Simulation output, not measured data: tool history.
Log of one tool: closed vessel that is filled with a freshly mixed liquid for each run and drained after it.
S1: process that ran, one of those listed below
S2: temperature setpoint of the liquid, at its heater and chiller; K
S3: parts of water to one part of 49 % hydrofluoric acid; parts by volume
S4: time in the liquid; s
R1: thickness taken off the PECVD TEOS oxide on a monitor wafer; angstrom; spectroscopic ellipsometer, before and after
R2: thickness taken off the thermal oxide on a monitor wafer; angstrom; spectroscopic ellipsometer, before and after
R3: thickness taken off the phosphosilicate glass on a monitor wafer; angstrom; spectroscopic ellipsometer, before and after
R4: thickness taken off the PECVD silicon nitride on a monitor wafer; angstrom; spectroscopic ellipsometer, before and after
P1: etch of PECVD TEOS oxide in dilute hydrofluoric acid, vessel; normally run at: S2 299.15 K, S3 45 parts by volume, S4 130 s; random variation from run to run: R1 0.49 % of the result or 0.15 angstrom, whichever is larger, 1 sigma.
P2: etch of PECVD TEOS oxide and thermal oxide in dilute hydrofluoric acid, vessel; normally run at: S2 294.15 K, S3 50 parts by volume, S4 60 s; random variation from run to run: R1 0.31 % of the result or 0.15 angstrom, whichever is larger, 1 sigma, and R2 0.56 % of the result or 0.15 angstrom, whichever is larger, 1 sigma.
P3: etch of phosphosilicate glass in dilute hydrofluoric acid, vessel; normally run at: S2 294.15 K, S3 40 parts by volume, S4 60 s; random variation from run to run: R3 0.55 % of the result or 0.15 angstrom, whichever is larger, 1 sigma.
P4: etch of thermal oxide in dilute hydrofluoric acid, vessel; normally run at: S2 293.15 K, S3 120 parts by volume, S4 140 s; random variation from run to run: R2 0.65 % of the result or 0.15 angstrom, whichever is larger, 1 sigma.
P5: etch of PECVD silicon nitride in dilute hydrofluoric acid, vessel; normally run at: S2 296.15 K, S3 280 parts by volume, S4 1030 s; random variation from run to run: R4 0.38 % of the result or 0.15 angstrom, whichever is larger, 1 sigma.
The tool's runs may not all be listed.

run 1 hour=11.4 | S1=P1 S2=299.15 S3=45 S4=130 | R1=292.4
run 2 hour=21.4 | S1=P2 S2=294.15 S3=50 S4=60 | R1=92.785 R2=54.464
run 3 hour=31 | S1=P2 S2=294.15 S3=50 S4=60 | R1=93.539 R2=54.605
run 4 hour=39.3 | S1=P3 S2=290.15 S3=40 S4=60 | R3=734.81
run 5 hour=58 | S1=P1 S2=299.15 S3=45 S4=130 | R1=292.41
run 6 hour=74.2 | S1=P5 S2=296.15 S3=280 S4=1030 | R4=59.927
run 7 hour=83.7 | S1=P2 S2=301.65 S3=50 S4=60 | R1=126.96 R2=74.41
run 8 hour=99.1 | S1=P3 S2=294.15 S3=20 S4=60 | R3=1786.3
run 9 hour=114.6 | S1=P1 S2=299.15 S3=45 S4=130 | R1=288.7
run 10 hour=126.6 | S1=P5 S2=303.65 S3=280 S4=1030 | R4=92.552
run 11 hour=140 | S1=P2 S2=294.15 S3=70 S4=60 | R1=65.024 R2=38.13
run 12 hour=148.3 | S1=P2 S2=294.15 S3=50 S4=30 | R1=46.387 R2=27.329
run 13 hour=164.8 | S1=P3 S2=294.15 S3=40 S4=35 | R3=502.63
run 14 hour=176.3 | S1=P4 S2=293.15 S3=120 S4=140 | R2=46.69
run 15 hour=187.4 | S1=P1 S2=299.15 S3=45 S4=35 | R1=77.963
run 16 hour=196.7 | S1=P3 S2=294.15 S3=40 S4=60 | R3=867.41
run 17 hour=214.8 | S1=P5 S2=296.15 S3=280 S4=1030 | R4=59.343
run 18 hour=225.6 | S1=P3 S2=294.15 S3=40 S4=60 | R3=864.97
run 19 hour=236.2 | S1=P4 S2=293.15 S3=25 S4=140 | R2=250.71
run 20 hour=244.8 | S1=P1 S2=299.15 S3=45 S4=130 | R1=290.2
run 21 hour=262 | S1=P1 S2=299.15 S3=30 S4=130 | R1=444.61
run 22 hour=270.7 | S1=P5 S2=296.15 S3=280 S4=1665 | R4=95.995
run 23 hour=285.8 | S1=P1 S2=299.15 S3=65 S4=130 | R1=196.23
run 24 hour=301.3 | S1=P1 S2=299.15 S3=45 S4=255 | R1=571.2
run 25 hour=310 | S1=P4 S2=293.15 S3=120 S4=270 | R2=89.543
run 26 hour=327.1 | S1=P1 S2=305.65 S3=45 S4=130 | R1=375.86
run 27 hour=343.7 | S1=P1 S2=299.15 S3=45 S4=130 | R1=289.76
run 28 hour=359.4 | S1=P5 S2=296.15 S3=55 S4=1030 | R4=295.88
run 29 hour=375 | S1=P1 S2=299.15 S3=70 S4=215 | R1=296.85
run 30 hour=389.8 | S1=P4 S2=298.15 S3=120 S4=140 | R2=57.199
run 31 hour=406.5 | S1=P1 S2=291.65 S3=45 S4=130 | R1=213.62
run 32 hour=421.3 | S1=P1 S2=299.15 S3=45 S4=130 | R1=290.77
run 33 hour=436.7 | S1=P1 S2=299.15 S3=45 S4=130 | R1=278.95
run 34 hour=445.6 | S1=P1 S2=299.15 S3=45 S4=130 | R1=274.35
run 35 hour=462.9 | S1=P1 S2=299.15 S3=45 S4=130 | R1=267.56
run 36 hour=479.5 | S1=P1 S2=299.15 S3=45 S4=130 | R1=265.65
run 37 hour=495.9 | S1=P1 S2=299.15 S3=45 S4=130 | R1=263.8
run 38 hour=511.2 | S1=P1 S2=299.15 S3=45 S4=130 | R1=263.81

What P1 gives has crept away from where it was. These 2 causes fit the log equally well, each at the size given:
A: liquid colder than its thermometer reads (K) = 2.31
B: hydrofluoric acid flow below the setpoint (%) = 8.49
The creep began at about hour 421.3.

4 check runs are offered, one wafer each, their results left as question marks. Which one tells the causes apart?
run check 1 hour=526.5 | S1=P4 S2=293.15 S3=50 S4=140 | R2=?
run check 2 hour=526.5 | S1=P3 S2=290.15 S3=20 S4=60 | R3=?
run check 3 hour=526.5 | S1=P5 S2=301.15 S3=280 S4=1030 | R4=?
run check 4 hour=526.5 | S1=P2 S2=294.15 S3=65 S4=35 | R1=? R2=?

What each check would give under each cause:
check=check_1 result=R2 if_A=109.77 if_B=110.29
check=check_2 result=R3 if_A=1349.7 if_B=1366.7
check=check_3 result=R4 if_A=70.051 if_B=73.487
check=check_4 result=R1 if_A=37.341 if_B=37.389
check=check_4 result=R2 if_A=21.805 if_B=21.832
How far apart the two closest causes lie, in the result that separates them most: check 1 0.47 %; check 2 1.25 %; check 3 4.79 %; check 4 0.13 %
Only check 3 tells the causes apart: in the others they would give nearly the same result.

Then check 3 was run and gave: R4 69.374 angstrom. Which cause is it?

It is A: liquid colder than its thermometer reads (K).

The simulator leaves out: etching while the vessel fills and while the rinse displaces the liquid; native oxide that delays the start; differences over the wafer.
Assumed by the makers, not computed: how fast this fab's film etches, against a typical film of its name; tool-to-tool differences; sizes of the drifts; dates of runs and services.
